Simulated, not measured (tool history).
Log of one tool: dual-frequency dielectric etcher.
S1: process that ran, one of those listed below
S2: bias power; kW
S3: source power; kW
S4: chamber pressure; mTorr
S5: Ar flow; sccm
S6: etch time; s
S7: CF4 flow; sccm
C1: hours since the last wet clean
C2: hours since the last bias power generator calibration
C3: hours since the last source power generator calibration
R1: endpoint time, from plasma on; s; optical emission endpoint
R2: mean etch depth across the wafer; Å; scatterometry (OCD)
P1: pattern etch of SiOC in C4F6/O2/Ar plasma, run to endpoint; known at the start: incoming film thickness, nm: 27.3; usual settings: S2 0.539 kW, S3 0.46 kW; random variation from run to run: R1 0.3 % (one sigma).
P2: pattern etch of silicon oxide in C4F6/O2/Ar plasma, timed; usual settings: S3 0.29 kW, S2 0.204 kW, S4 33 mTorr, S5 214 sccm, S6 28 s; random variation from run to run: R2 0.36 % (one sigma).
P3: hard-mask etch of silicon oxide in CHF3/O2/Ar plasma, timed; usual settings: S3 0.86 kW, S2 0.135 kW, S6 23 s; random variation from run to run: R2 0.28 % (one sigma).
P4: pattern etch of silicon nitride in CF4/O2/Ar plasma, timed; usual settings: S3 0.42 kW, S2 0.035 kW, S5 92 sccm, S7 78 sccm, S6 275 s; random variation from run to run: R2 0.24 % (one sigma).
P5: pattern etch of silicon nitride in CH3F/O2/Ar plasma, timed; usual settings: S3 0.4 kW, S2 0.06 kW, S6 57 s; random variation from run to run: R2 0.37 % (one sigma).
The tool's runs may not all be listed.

run	hour	S1	S2	S3	S4	S5	S6	S7	C1	C2	C3	R1	R2
1	8.2	P1	0.539	0.46					292.3	1032.8	696.5	8.461	
2	18.6	P2	0.204	0.29	33	265	28		302.7	1043.2	706.9		821.6
3	27	P5	0.043	0.4			57		311.1	1051.6	715.3		345.91
4	35.3	P4	0.035	0.42		92	275	99	319.4	1059.9	723.6		4016
5	45.3	P3	0.135	0.63			23		329.4	1069.9	733.6		414.88
6	57.1	P3	0.191	0.86			23		341.2	1081.7	745.4		523.76
7	67.7	P1	0.539	0.46					351.8	1092.3	756	8.3925	
8	79.4	P4	0.035	0.42		92	275	78	363.5	1104	767.7		3872.1
9	89.7	P1	0.324	0.56					373.8	1114.3	778	9.3931	
10	96.5	P2	0.204	0.29	33	214	28		380.6	1121.1	784.8		847.35
11	108	P2	0.167	0.29	33	214	28		392.1	1132.6	796.3		789.05
12	115.2	P2	0.204	0.29	40.5	214	28		399.3	1139.8	803.5		825.24
13	125.6	P4	0.035	0.42		92	275	78	409.7	1150.2	813.9		3879.3
14	134.6	P4	0.035	0.52		92	275	78	418.7	1159.2	822.9		4687.3
15	143.2	P2	0.204	0.29	33	214	28		427.3	1167.8	831.5		843.39
16	153.2	P4	0.035	0.42		92	164	78	437.3	1177.8	841.5		2315.7
17	160.9	P3	0.135	0.86			23		445	1185.5	849.2		468.98
18	170.3	P2	0.204	0.29	33	214	20		454.4	1194.9	858.6		603.67
19	175.3	P1	0.539	0.46					459.4	1199.9	863.6	8.4186	
20	185.8	P5	0.06	0.4			57		469.9	1210.4	874.1		385.49
21	193.9	P5	0.06	0.24			57		478	1218.5	882.2		315.33
22	199.1	P3	0.135	0.86			17		483.2	1223.7	887.4		348.57
23	206.2	P4	0.025	0.42		92	275	78	490.3	1230.8	894.5		3481.6
24	215	P5	0.06	0.4			57		499.1	1239.6	903.3		385.78
25	222.8	P1	0.67	0.46					506.9	1247.4	911.1	7.7482	
26	234.2	P1	0.419	0.46					518.3	1258.8	922.5	9.1579	
27	243	P5	0.06	0.4			75.5		527.1	1267.6	931.3		509.6
28	251.9	P1	0.539	0.58					536	1276.5	940.2	7.7118	
29	258	P4	0.035	0.42		54	275	78	542.1	1282.6	946.3		4162.2
30	265.2	P1	0.539	0.37					549.3	1289.8	953.5	9.1282	
31	276.6	P2	0.204	0.37	33	214	28		560.7	1301.2	964.9		920.56
32	285	P1	0.539	0.46					569.1	1309.6	973.3	8.4596	
33	293.3	P1	0.539	0.46					577.4	1317.9	981.6	8.3738	
34	304.1	P1	0.539	0.46					588.2	1328.7	992.4	8.3364	
35	313.8	P1	0.539	0.46					597.9	1338.4	1002.1	8.2987	
36	321.1	P1	0.539	0.46					605.2	1345.7	1009.4	8.3174	
37	326.2	P1	0.539	0.46					610.3	1350.8	1014.5	8.2379	
38	333.2	P1	0.539	0.46					617.3	1357.8	1021.5	8.2814	
# hour 335.6: wet clean of the chamber
39	339.9	P1	0.539	0.46					4.4	1364.5	1028.2	8.2449	
40	347.6	P1	0.539	0.46					12.1	1372.2	1035.9	8.2785	
41	355.6	P1	0.539	0.46					20.1	1380.2	1043.9	8.2881	

What P1 gives has crept away from where it was. These 2 causes fit the log equally well, each at the size given:
A: source power that arrives over what is set, % = 4.22
B: bias power that arrives over what is set, % = 4.14
The creep began at about hour 293.3.
Why every other cause is out:
chamber walls in a state that raises the etch rate, %: serviced at hour 335.6, which brought nothing back

4 check runs are offered, one wafer each, their results left as question marks. Which one tells the causes apart?
check 1	363.6	P5	0.06	0.4			57						?
check 2	363.6	P2	0.204	0.29	33	214	28						?
check 3	363.6	P4	0.035	0.42		92	275	78					?
check 4	363.6	P3	0.135	0.86			23						?

What each check would give under each cause:
check	result	if A	if B
check 1	R2	392	391.02
check 2	R2	856.77	854.74
check 3	R2	4025.1	3939
check 4	R2	476.92	475.14
How far apart the two closest causes lie, in the result that separates them most: check 1 0.25 %; check 2 0.24 %; check 3 2.16 %; check 4 0.37 %
Check 3 tells the causes apart: in the others they would give nearly the same result.

Check 3 was then run and gave: R2 4038.3 Å. Which cause is it?

It is A: source power that arrives over what is set, %.

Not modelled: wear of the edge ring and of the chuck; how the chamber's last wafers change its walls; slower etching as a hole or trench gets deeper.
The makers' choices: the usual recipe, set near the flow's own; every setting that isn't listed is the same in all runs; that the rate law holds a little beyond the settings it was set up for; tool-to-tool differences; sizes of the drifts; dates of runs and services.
